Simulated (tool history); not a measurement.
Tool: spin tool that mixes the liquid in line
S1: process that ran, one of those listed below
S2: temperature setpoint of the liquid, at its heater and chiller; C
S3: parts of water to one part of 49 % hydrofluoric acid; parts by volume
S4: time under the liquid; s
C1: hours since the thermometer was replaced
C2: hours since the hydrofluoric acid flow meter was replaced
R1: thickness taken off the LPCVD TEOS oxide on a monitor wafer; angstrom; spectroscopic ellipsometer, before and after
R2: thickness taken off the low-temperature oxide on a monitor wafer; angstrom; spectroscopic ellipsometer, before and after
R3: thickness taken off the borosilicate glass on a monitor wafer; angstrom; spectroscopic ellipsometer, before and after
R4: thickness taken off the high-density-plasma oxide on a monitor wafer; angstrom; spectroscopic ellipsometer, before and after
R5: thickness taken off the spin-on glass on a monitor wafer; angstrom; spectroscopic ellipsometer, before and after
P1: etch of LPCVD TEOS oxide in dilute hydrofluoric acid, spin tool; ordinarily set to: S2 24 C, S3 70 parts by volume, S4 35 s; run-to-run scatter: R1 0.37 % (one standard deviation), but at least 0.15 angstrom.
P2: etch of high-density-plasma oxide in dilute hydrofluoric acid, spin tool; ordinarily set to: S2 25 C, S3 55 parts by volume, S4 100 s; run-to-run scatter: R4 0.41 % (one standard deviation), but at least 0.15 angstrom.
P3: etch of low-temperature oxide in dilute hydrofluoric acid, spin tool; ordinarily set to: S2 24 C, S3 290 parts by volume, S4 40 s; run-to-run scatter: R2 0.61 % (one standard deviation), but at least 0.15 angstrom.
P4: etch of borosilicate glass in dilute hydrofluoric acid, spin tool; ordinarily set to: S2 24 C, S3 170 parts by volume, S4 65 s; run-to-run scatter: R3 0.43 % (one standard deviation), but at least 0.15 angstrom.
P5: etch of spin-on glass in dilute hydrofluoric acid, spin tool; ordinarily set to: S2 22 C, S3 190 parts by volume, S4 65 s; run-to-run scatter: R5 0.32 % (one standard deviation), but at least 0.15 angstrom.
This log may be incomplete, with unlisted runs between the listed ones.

run,hour,S1,S2,S3,S4,C1,C2,R1,R2,R3,R4,R5
1,9.5,P1,24,70,35,858.4,716,213.55,,,,
2,18.6,P3,24,290,15,867.5,725.1,,14.836,,,
3,27.6,P4,20.5,170,65,876.5,734.1,,,78.194,,
4,33.7,P2,25,55,175,882.6,740.2,,,,180.17,
5,39.1,P2,25,55,100,888,745.6,,,,102.87,
6,49.3,P5,22,190,115,898.2,755.8,,,,,137.44
7,60.1,P3,32,290,40,909,766.6,,52.528,,,
8,65.5,P5,22,45,65,914.4,772,,,,,385.28
9,76.5,P2,25,55,100,925.4,783,,,,102.77,
10,85.2,P1,31,70,60,934.1,791.7,478.11,,,,
11,96,P1,18.5,70,35,944.9,802.5,169.13,,,,
12,101.5,P1,24,20,35,950.4,808,792.35,,,,
13,109.3,P1,18,30,35,958.2,815.8,402.25,,,,
14,117.9,P1,24,70,35,966.8,824.4,212.89,,,,
15,123.4,P4,24,170,65,972.3,829.9,,,90.009,,
16,133.7,P4,24,30,65,982.6,840.2,,,607.59,,
17,144.6,P1,19.5,25,35,993.5,851.1,521.43,,,,
18,149.7,P2,25,30,100,998.6,856.2,,,,195.27,
19,160.3,P1,24,70,35,1009.2,866.8,213.52,,,,
20,167.4,P4,24,170,130,1016.3,873.9,,,179.44,,
21,173.3,P5,22,190,65,1022.2,879.8,,,,,78.055
22,181.2,P1,24,70,50,1030.1,887.7,303.78,,,,
23,188.3,P3,24,290,40,1037.2,894.8,,39.66,,,
# hour 194.4: thermometer replaced
24,199.3,P1,24,70,15,4.9,905.8,91.434,,,,
25,204.8,P3,24,110,40,10.4,911.3,,125.02,,,
26,213.7,P2,33,55,100,19.3,920.2,,,,140.84,
27,222.2,P1,24,70,35,27.8,928.7,214.77,,,,
28,228.2,P5,29,190,65,33.8,934.7,,,,,99.864
29,237.3,P1,24,120,35,42.9,943.8,116.47,,,,
30,246.6,P1,24,70,35,52.2,953.1,213.12,,,,
31,256.4,P4,24,170,65,62,962.9,,,89.961,,
32,264.4,P1,24,70,35,70,970.9,212.47,,,,
33,270,P1,28,70,35,75.6,976.5,249.08,,,,
34,276.3,P1,24,70,35,81.9,982.8,213.92,,,,
35,283.7,P1,24,70,35,89.3,990.2,218.75,,,,
36,289.4,P1,24,70,35,95,995.9,221.88,,,,
37,299.5,P1,24,70,35,105.1,1006,224.91,,,,
38,306.7,P1,24,70,35,112.3,1013.2,227.27,,,,
39,313.3,P1,24,70,35,118.9,1019.8,229.42,,,,
40,321.8,P1,24,70,35,127.4,1028.3,230.19,,,,
41,327.1,P1,24,70,35,132.7,1033.6,229.43,,,,
42,332.6,P1,24,70,35,138.2,1039.1,231.13,,,,
43,341.5,P1,24,70,35,147.1,1048,230.56,,,,
44,346.6,P1,24,70,35,152.2,1053.1,230.8,,,,
45,352.6,P1,24,70,35,158.2,1059.1,230.6,,,,

P1 has crept away from where it was. The log is fitted equally well by each of these 2 causes, at the sizes shown:
A: hydrofluoric acid flow above the setpoint (%) = 7.92
B: liquid hotter than its thermometer reads (K) = 2.07
At approximately hour 276.3, the process output began to creep.

Which of the check runs below tells the causes apart, meaning the causes would give it clearly different results? Each run uses 2 wafers whose results are averaged, and each result is shown as a question mark.
check 1,358.6,P2,31,55,165,,,,,,?,
check 2,358.6,P4,24,45,115,,,,,?,,
check 3,358.6,P3,31,290,40,,,,?,,,
check 4,358.6,P5,22,90,105,,,,,,,?

Check results expected under each cause:
check,result,if A,if B
check 1,R4,234.39,233.66
check 2,R3,758.43,761.67
check 3,R2,55.312,53.4
check 4,R5,321.8,321.57
Per check, the gap between the least separated pair of causes, taken in the result that splits them most: check 1 0.31 %; check 2 0.43 %; check 3 3.52 %; check 4 0.07 %
Of the check runs offered, only check 3 discriminates between the causes; the rest would read about the same regardless of which cause applies.

With check 3 done, the readings were: R2 55.365 angstrom. Identify which of the listed causes applies.

The correct cause is A, namely: hydrofluoric acid flow above the setpoint (%).
